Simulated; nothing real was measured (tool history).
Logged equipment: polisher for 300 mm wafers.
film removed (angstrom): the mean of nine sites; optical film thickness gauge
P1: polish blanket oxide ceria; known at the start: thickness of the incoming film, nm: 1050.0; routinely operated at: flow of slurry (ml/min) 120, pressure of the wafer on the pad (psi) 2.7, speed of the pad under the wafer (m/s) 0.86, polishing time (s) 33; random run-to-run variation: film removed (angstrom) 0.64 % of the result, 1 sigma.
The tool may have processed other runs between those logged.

| run | hour | flow of slurry (ml/min) | pressure of the wafer on the pad (psi) | speed of the pad under the wafer (m/s) | polishing time (s) | wafers polished on this pad | hours since the slurry nozzle was cleaned | hours since the head pressure was calibrated | film removed (angstrom) |
|---|---|---|---|---|---|---|---|---|---|
| 1 | 6.1 | 120 | 2.7 | 0.86 | 33 | 530 | 135.4 | 453.8 | 1043.20 |
| 2 | 10.4 | 170 | 1.3 | 0.86 | 33 | 587 | 139.7 | 458.1 | 534.08 |
| 3 | 16.7 | 120 | 4.2 | 0.86 | 33 | 670 | 146.0 | 464.4 | 1608.40 |
| 4 | 23.1 | 120 | 2.7 | 0.86 | 33 | 754 | 152.4 | 470.8 | 1034.90 |
| 5 | 28.1 | 120 | 2.7 | 0.86 | 48 | 820 | 157.4 | 475.8 | 1495.10 |
| 6 | 34.5 | 120 | 2.7 | 0.86 | 33 | 904 | 163.8 | 482.2 | 1032.00 |
| 7 | 40.8 | 120 | 2.7 | 1.34 | 33 | 987 | 170.1 | 488.5 | 1596.60 |
| 8 | 49.4 | 120 | 2.7 | 0.86 | 33 | 1101 | 178.7 | 497.1 | 1023.50 |
| 9 | 55.9 | 120 | 2.7 | 0.52 | 19 | 1186 | 185.2 | 503.6 | 360.85 |
| 10 | 63.1 | 120 | 2.7 | 0.62 | 33 | 1281 | 192.4 | 510.8 | 750.11 |
| 11 | 70.0 | 70 | 2.7 | 0.86 | 33 | 1372 | 199.3 | 517.7 | 893.32 |
| 12 | 78.2 | 120 | 2.7 | 0.86 | 33 | 1480 | 207.5 | 525.9 | 1033.80 |
| 13 | 82.9 | 120 | 2.7 | 0.62 | 18 | 1542 | 212.2 | 530.6 | 409.01 |
| 14 | 92.4 | 185 | 2.7 | 0.86 | 33 | 1667 | 221.7 | 540.1 | 1114.30 |
| 15 | 97.0 | 120 | 2.7 | 0.86 | 33 | 1727 | 226.3 | 544.7 | 1032.40 |
| 16 | 103.1 | 120 | 2.7 | 0.86 | 15 | 1808 | 232.4 | 550.8 | 474.70 |
| 17 | 111.4 | 120 | 1.8 | 0.86 | 33 | 1917 | 240.7 | 559.1 | 679.52 |
| 18 | 117.6 | 120 | 2.7 | 0.86 | 33 | 1998 | 246.9 | 565.3 | 1037.20 |
| 19 | 125.9 | 120 | 2.7 | 0.86 | 33 | 2108 | 255.2 | 573.6 | 1004.40 |
| 20 | 132.4 | 120 | 2.7 | 0.86 | 33 | 2193 | 261.7 | 580.1 | 970.42 |
|  | 137.9 | worn pad replaced by a new one |
| 21 | 138.0 | 120 | 2.7 | 0.86 | 33 | 2 | 267.3 | 585.7 | 954.87 |
| 22 | 145.2 | 120 | 2.7 | 0.86 | 33 | 96 | 274.5 | 592.9 | 965.14 |
| 23 | 154.9 | 120 | 2.7 | 0.86 | 33 | 224 | 284.2 | 602.6 | 950.00 |
| 24 | 162.7 | 120 | 2.7 | 0.86 | 33 | 327 | 292.0 | 610.4 | 949.04 |
| 25 | 169.0 | 120 | 2.7 | 0.86 | 33 | 410 | 298.3 | 616.7 | 928.41 |
| 26 | 173.6 | 120 | 2.7 | 0.86 | 33 | 470 | 302.9 | 621.3 | 928.78 |

P1 has crept away from where it was. The log is fitted equally well by each of these 2 causes, at the sizes shown:
A: slurry flow missing at the pad, % = 32.5
B: head's pressure below its setpoint, % = 9.5
The onset of the drift is placed at about hour 117.6.
Ruled out, with reasons:
removal rate lost through wear of the pad, %: serviced at hour 137.9, after the drift had started, without restoring the earlier output

Of the 4 check runs listed below, each run on one wafer and each result written as a question mark, which would let you distinguish the listed causes because they would give clearly different results?
| check 1 | 178.2 | 70 | 2.7 | 0.86 | 33 |  |  |  | ? |
| check 2 | 178.2 | 120 | 3.3 | 0.86 | 33 |  |  |  | ? |
| check 3 | 178.2 | 120 | 2.7 | 0.68 | 33 |  |  |  | ? |
| check 4 | 178.2 | 120 | 4.1 | 0.86 | 46 |  |  |  | ? |

Check results expected under each cause:
| check | result | if A | if B |
|---|---|---|---|
| check 1 | film removed (angstrom) | 765.24 | 810.29 |
| check 2 | film removed (angstrom) | 1146.60 | 1146.70 |
| check 3 | film removed (angstrom) | 741.75 | 741.82 |
| check 4 | film removed (angstrom) | 1985.70 | 1985.90 |
Separation of the two closest causes in each check, using whichever result separates them best: check 1 5.72 %; check 2 0.01 %; check 3 0.01 %; check 4 0.01 %
The other checks would show nearly matching results whichever cause is true, so check 1 is the only one that separates the causes.

Running check 1 produced the following: film removed (angstrom) 768.02. Which one of the listed causes fits?

Of the candidate causes, it is A: slurry flow missing at the pad, %.

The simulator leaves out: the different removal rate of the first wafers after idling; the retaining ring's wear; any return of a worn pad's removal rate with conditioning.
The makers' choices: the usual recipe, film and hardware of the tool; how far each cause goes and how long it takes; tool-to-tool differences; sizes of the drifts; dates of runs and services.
